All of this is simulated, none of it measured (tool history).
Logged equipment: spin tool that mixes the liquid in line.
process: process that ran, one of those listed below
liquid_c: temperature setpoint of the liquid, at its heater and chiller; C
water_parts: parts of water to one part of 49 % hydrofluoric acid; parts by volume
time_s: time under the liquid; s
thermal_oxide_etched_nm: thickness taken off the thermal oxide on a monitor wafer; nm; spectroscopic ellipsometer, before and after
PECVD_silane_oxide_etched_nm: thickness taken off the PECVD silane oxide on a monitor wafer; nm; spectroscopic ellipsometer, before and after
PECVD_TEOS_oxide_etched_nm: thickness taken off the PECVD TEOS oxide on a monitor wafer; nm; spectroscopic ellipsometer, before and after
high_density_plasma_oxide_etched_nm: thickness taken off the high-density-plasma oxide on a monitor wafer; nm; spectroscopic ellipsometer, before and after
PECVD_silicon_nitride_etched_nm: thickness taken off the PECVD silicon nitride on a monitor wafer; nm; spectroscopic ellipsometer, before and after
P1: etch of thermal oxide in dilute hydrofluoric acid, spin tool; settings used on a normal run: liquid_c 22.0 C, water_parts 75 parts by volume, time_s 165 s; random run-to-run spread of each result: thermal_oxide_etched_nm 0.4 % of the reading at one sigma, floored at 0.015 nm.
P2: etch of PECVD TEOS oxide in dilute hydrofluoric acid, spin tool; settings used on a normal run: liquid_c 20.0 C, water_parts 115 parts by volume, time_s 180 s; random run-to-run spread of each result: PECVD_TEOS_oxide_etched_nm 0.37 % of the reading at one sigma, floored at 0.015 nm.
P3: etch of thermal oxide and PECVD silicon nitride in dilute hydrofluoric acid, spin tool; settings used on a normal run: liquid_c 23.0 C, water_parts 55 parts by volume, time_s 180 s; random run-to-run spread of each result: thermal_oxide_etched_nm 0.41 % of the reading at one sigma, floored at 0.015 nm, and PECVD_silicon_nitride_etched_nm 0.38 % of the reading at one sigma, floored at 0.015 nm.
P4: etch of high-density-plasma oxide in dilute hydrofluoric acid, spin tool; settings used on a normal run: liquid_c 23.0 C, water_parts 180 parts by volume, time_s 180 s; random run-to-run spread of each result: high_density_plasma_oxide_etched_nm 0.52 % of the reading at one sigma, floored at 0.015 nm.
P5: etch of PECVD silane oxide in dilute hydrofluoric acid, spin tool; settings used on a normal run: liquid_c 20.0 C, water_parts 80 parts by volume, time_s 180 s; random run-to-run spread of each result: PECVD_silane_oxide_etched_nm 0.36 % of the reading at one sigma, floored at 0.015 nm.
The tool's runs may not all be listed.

| run | hour | process | liquid_c | water_parts | time_s | hours since the thermometer was replaced | hours since the hydrofluoric acid flow meter was replaced | thermal_oxide_etched_nm | PECVD_silane_oxide_etched_nm | PECVD_TEOS_oxide_etched_nm | high_density_plasma_oxide_etched_nm | PECVD_silicon_nitride_etched_nm |
|---|---|---|---|---|---|---|---|---|---|---|---|---|
| 1 | 17.6 | P1 | 22.0 | 75 | 165 | 523.6 | 763.1 | 9.7801 |  |  |  |  |
| 2 | 26.6 | P5 | 20.0 | 80 | 180 | 532.6 | 772.1 |  | 30.948 |  |  |  |
| 3 | 34.9 | P2 | 20.0 | 35 | 180 | 540.9 | 780.4 |  |  | 126.660 |  |  |
| 4 | 48.9 | P1 | 22.0 | 75 | 165 | 554.9 | 794.4 | 9.8068 |  |  |  |  |
| 5 | 62.7 | P5 | 20.0 | 80 | 70 | 568.7 | 808.2 |  | 11.991 |  |  |  |
| 6 | 75.5 | P1 | 28.0 | 75 | 165 | 581.5 | 821.0 | 12.4240 |  |  |  |  |
| 7 | 91.7 | P2 | 20.0 | 115 | 265 | 597.7 | 837.2 |  |  | 51.251 |  |  |
| 8 | 102.4 | P1 | 17.0 | 75 | 165 | 608.4 | 847.9 | 7.9705 |  |  |  |  |
| 9 | 118.9 | P4 | 17.0 | 180 | 180 | 624.9 | 864.4 |  |  |  | 4.9923 |  |
| 10 | 136.5 | P1 | 22.0 | 75 | 165 | 642.5 | 882.0 | 9.7277 |  |  |  |  |
| 11 | 151.6 | P5 | 20.0 | 80 | 180 | 657.6 | 897.1 |  | 30.901 |  |  |  |
| 12 | 170.2 | P1 | 22.0 | 20 | 165 | 676.2 | 915.7 | 39.4920 |  |  |  |  |
| 13 | 183.1 | P2 | 20.0 | 115 | 180 | 689.1 | 928.6 |  |  | 34.829 |  |  |
| 14 | 196.5 | P4 | 23.0 | 30 | 180 | 702.5 | 942.0 |  |  |  | 45.6000 |  |
| 15 | 212.6 | P3 | 23.0 | 55 | 180 | 718.6 | 958.1 | 17.3130 |  |  |  | 8.6455 |
| 16 | 225.6 | P4 | 23.0 | 180 | 35 | 731.6 | 971.1 |  |  |  | 1.2520 |  |
| 17 | 239.3 | P2 | 20.0 | 115 | 180 | 745.3 | 984.8 |  |  | 34.683 |  |  |
| 18 | 254.3 | P3 | 23.0 | 20 | 180 | 760.3 | 999.8 | 49.7130 |  |  |  | 22.8580 |
| 19 | 268.9 | P1 | 22.0 | 75 | 165 | 774.9 | 1014.4 | 9.7311 |  |  |  |  |
| 20 | 281.2 | P5 | 20.0 | 35 | 180 | 787.2 | 1026.7 |  | 74.826 |  |  |  |
| 21 | 293.6 | P1 | 22.0 | 125 | 165 | 799.6 | 1039.1 | 5.5218 |  |  |  |  |
| 22 | 309.4 | P1 | 22.0 | 75 | 85 | 815.4 | 1054.9 | 4.9883 |  |  |  |  |
| 23 | 324.1 | P1 | 18.5 | 120 | 165 | 830.1 | 1069.6 | 5.0601 |  |  |  |  |
| 24 | 342.8 | P2 | 17.0 | 115 | 180 | 848.8 | 1088.3 |  |  | 30.615 |  |  |
| 25 | 353.6 | P5 | 26.0 | 80 | 180 | 859.6 | 1099.1 |  | 39.444 |  |  |  |
| 26 | 371.9 | P1 | 22.0 | 75 | 315 | 877.9 | 1117.4 | 18.6700 |  |  |  |  |
| 27 | 381.0 | P4 | 23.0 | 180 | 180 | 887.0 | 1126.5 |  |  |  | 6.3633 |  |
| 28 | 391.2 | P3 | 23.0 | 55 | 365 | 897.2 | 1136.7 | 35.1680 |  |  |  | 17.6360 |
| 29 | 404.9 | P4 | 23.0 | 180 | 180 | 910.9 | 1150.4 |  |  |  | 6.3690 |  |
| 30 | 423.6 | P1 | 22.0 | 75 | 165 | 929.6 | 1169.1 | 9.7397 |  |  |  |  |
| 31 | 435.4 | P3 | 29.5 | 55 | 180 | 941.4 | 1180.9 | 22.4450 |  |  |  | 13.3210 |
| 32 | 444.4 | P1 | 22.0 | 75 | 165 | 950.4 | 1189.9 | 9.7872 |  |  |  |  |
| 33 | 461.5 | P1 | 22.0 | 75 | 165 | 967.5 | 1207.0 | 9.5141 |  |  |  |  |
| 34 | 479.9 | P1 | 22.0 | 75 | 165 | 985.9 | 1225.4 | 9.3353 |  |  |  |  |
| 35 | 492.7 | P1 | 22.0 | 75 | 165 | 998.7 | 1238.2 | 9.3266 |  |  |  |  |
| 36 | 509.2 | P1 | 22.0 | 75 | 165 | 1015.2 | 1254.7 | 9.2940 |  |  |  |  |
| 37 | 518.4 | P1 | 22.0 | 75 | 165 | 1024.4 | 1263.9 | 9.2473 |  |  |  |  |
| 38 | 535.4 | P1 | 22.0 | 75 | 165 | 1041.4 | 1280.9 | 9.2336 |  |  |  |  |
| 39 | 544.0 | P1 | 22.0 | 75 | 165 | 1050.0 | 1289.5 | 9.2479 |  |  |  |  |

P1 has crept away from where it was. The log is fitted equally well by each of these 2 causes, at the sizes shown:
A: hydrofluoric acid flow below the setpoint (%) = 5.27
B: liquid colder than its thermometer reads (K) = 1.44
The drift started at roughly hour 444.4.

4 check runs are offered, one wafer each, their results left as question marks. Which one tells the causes apart?
| check 1 | 552.6 | P4 | 19.0 | 90 | 180 |  |  |  |  |  | ? |  |
| check 2 | 552.6 | P3 | 27.5 | 55 | 305 |  |  | ? |  |  |  | ? |
| check 3 | 552.6 | P5 | 23.5 | 80 | 110 |  |  |  | ? |  |  |  |
| check 4 | 552.6 | P2 | 20.0 | 75 | 180 |  |  |  |  | ? |  |  |

What each check would give under each cause:
| check | result | if A | if B |
|---|---|---|---|
| check 1 | high_density_plasma_oxide_etched_nm | 11.3030 | 11.2950 |
| check 2 | thermal_oxide_etched_nm | 33.1770 | 33.2040 |
| check 2 | PECVD_silicon_nitride_etched_nm | 18.7480 | 17.9880 |
| check 3 | PECVD_silane_oxide_etched_nm | 20.516 | 20.540 |
| check 4 | PECVD_TEOS_oxide_etched_nm | 52.579 | 52.497 |
How far apart the two closest causes lie, in the result that separates them most: check 1 0.07 %; check 2 4.14 %; check 3 0.12 %; check 4 0.16 %
Check 2 is the one run that separates the causes; every other check would come out nearly the same whichever cause is at work.

Then check 2 was run and gave: thermal_oxide_etched_nm 33.0970 nm; PECVD_silicon_nitride_etched_nm 18.0080 nm. Which cause is it?

B is the cause: liquid colder than its thermometer reads (K).
